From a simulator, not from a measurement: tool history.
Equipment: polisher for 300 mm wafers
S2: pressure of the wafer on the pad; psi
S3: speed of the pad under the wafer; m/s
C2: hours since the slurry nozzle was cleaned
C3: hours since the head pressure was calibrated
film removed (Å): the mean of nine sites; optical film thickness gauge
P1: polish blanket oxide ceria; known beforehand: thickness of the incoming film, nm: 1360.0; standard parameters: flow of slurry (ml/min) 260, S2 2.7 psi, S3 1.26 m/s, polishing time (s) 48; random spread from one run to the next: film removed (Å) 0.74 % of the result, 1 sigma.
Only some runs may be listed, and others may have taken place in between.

run 1 day=0.342 | flow_of_slurry_(ml/min)=260 S2=2.7 S3=1.26 polishing_time_(s)=48 | wafers_polished_on_this_pad=521 C2=379.9 C3=407.9 | film_removed_(Å)=2649.6
run 2 day=0.988 | flow_of_slurry_(ml/min)=260 S2=2.7 S3=1.26 polishing_time_(s)=48 | wafers_polished_on_this_pad=742 C2=395.4 C3=423.4 | film_removed_(Å)=2683.7
run 3 day=1.512 | flow_of_slurry_(ml/min)=260 S2=2.7 S3=1.26 polishing_time_(s)=48 | wafers_polished_on_this_pad=922 C2=408.0 C3=436.0 | film_removed_(Å)=2672.3
run 4 day=1.983 | flow_of_slurry_(ml/min)=260 S2=2.7 S3=1.26 polishing_time_(s)=48 | wafers_polished_on_this_pad=1083 C2=419.3 C3=447.3 | film_removed_(Å)=2678.2
run 5 day=2.492 | flow_of_slurry_(ml/min)=260 S2=2.7 S3=1.26 polishing_time_(s)=48 | wafers_polished_on_this_pad=1257 C2=431.5 C3=459.5 | film_removed_(Å)=2616.3
run 6 day=2.833 | flow_of_slurry_(ml/min)=260 S2=2.7 S3=1.26 polishing_time_(s)=63 | wafers_polished_on_this_pad=1374 C2=439.7 C3=467.7 | film_removed_(Å)=3436.6
run 7 day=3.438 | flow_of_slurry_(ml/min)=260 S2=2.7 S3=0.56 polishing_time_(s)=48 | wafers_polished_on_this_pad=1581 C2=454.2 C3=482.2 | film_removed_(Å)=1179.9
run 8 day=4.092 | flow_of_slurry_(ml/min)=260 S2=1.7 S3=1.26 polishing_time_(s)=48 | wafers_polished_on_this_pad=1805 C2=469.9 C3=497.9 | film_removed_(Å)=1695.7
run 9 day=4.733 | flow_of_slurry_(ml/min)=260 S2=2.7 S3=1.26 polishing_time_(s)=48 | wafers_polished_on_this_pad=2025 C2=485.3 C3=513.3 | film_removed_(Å)=2669.7
run 10 day=5.058 | flow_of_slurry_(ml/min)=260 S2=3.7 S3=1.26 polishing_time_(s)=48 | wafers_polished_on_this_pad=2137 C2=493.1 C3=521.1 | film_removed_(Å)=3665.1
run 11 day=5.654 | flow_of_slurry_(ml/min)=260 S2=2.7 S3=1.26 polishing_time_(s)=34 | wafers_polished_on_this_pad=2341 C2=507.4 C3=535.4 | film_removed_(Å)=1899.5
run 12 day=6.121 | flow_of_slurry_(ml/min)=260 S2=2.7 S3=1.86 polishing_time_(s)=48 | wafers_polished_on_this_pad=2501 C2=518.6 C3=546.6 | film_removed_(Å)=3908.6
run 13 day=6.625 | flow_of_slurry_(ml/min)=260 S2=4.0 S3=1.26 polishing_time_(s)=71 | wafers_polished_on_this_pad=2673 C2=530.7 C3=558.7 | film_removed_(Å)=5777.8
run 14 day=7.050 | flow_of_slurry_(ml/min)=155 S2=2.7 S3=1.26 polishing_time_(s)=48 | wafers_polished_on_this_pad=2819 C2=540.9 C3=568.9 | film_removed_(Å)=2494.2
run 15 day=7.679 | flow_of_slurry_(ml/min)=340 S2=2.7 S3=1.26 polishing_time_(s)=48 | wafers_polished_on_this_pad=3034 C2=556.0 C3=584.0 | film_removed_(Å)=2721.9

What does the tool deliver on the next run?
run 16 day=8.250 | flow_of_slurry_(ml/min)=260 S2=2.7 S3=1.26 polishing_time_(s)=48 | wafers_polished_on_this_pad=3230 C2=569.7 C3=597.7 | film_removed_(Å)=?

Run 16 measured film removed (Å) 2652.1.
